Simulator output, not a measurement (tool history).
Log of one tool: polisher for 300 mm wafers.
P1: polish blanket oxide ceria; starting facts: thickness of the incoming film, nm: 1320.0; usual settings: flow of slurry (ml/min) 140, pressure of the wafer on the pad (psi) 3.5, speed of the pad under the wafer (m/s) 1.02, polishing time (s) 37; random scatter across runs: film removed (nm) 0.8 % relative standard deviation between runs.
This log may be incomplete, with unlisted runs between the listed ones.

| run | hour | flow of slurry (ml/min) | pressure of the wafer on the pad (psi) | speed of the pad under the wafer (m/s) | polishing time (s) | wafers polished on this pad | hours since the slurry nozzle was cleaned | hours since the head pressure was calibrated | film removed (nm) |
|---|---|---|---|---|---|---|---|---|---|
| 1 | 4.3 | 140 | 3.5 | 1.02 | 37 | 696 | 144.4 | 405.7 | 223.89 |
| 2 | 7.3 | 140 | 3.5 | 1.02 | 37 | 735 | 147.4 | 408.7 | 224.6 |
| 3 | 9.9 | 90 | 3.5 | 0.54 | 37 | 768 | 150 | 411.3 | 108.11 |
| 4 | 13.2 | 140 | 3.5 | 1.02 | 37 | 809 | 153.3 | 414.6 | 222.83 |
| 5 | 16.9 | 140 | 3.5 | 1.62 | 37 | 856 | 157 | 418.3 | 346.6 |
| 6 | 20.9 | 215 | 3.5 | 1.02 | 37 | 907 | 161 | 422.3 | 237.36 |
| 7 | 26.1 | 85 | 3.5 | 1.02 | 37 | 973 | 166.2 | 427.5 | 197.47 |
| 8 | 29.1 | 140 | 2.1 | 1.02 | 37 | 1011 | 169.2 | 430.5 | 134.58 |
| 9 | 32 | 140 | 3.5 | 1.46 | 26 | 1048 | 172.1 | 433.4 | 222.29 |
| 10 | 34.6 | 140 | 3.5 | 0.54 | 37 | 1081 | 174.7 | 436 | 117.59 |
| 11 | 37.3 | 140 | 4.6 | 1.02 | 37 | 1115 | 177.4 | 438.7 | 291.84 |
| 12 | 40.2 | 140 | 3.5 | 1.02 | 37 | 1152 | 180.3 | 441.6 | 223.11 |
| 13 | 44.4 | 140 | 3.5 | 1.02 | 17 | 1206 | 184.5 | 445.8 | 100.79 |
| 14 | 48.2 | 205 | 3.5 | 1.28 | 37 | 1254 | 188.3 | 449.6 | 299.73 |
| 15 | 51.8 | 140 | 3.5 | 1.02 | 48 | 1300 | 191.9 | 453.2 | 288.54 |
| 16 | 57.5 | 140 | 3.5 | 1.02 | 37 | 1372 | 197.6 | 458.9 | 220.49 |
| 17 | 61.2 | 140 | 3.5 | 1.02 | 37 | 1419 | 201.3 | 462.6 | 224.07 |
| 18 | 64.9 | 140 | 3.5 | 1.02 | 37 | 1466 | 205 | 466.3 | 220.36 |
| 19 | 67.9 | 140 | 3.5 | 1.02 | 37 | 1504 | 208 | 469.3 | 217.72 |
| 20 | 71.7 | 140 | 3.5 | 1.02 | 37 | 1552 | 211.8 | 473.1 | 210.97 |
| 21 | 77.5 | 140 | 3.5 | 1.02 | 37 | 1626 | 217.6 | 478.9 | 207.86 |

Forecast run 22:
| 22 | 81 | 140 | 3.5 | 1.02 | 37 | 1670 | 221.1 | 482.4 | ? |

Run 22 produced film removed (nm) 203.25.
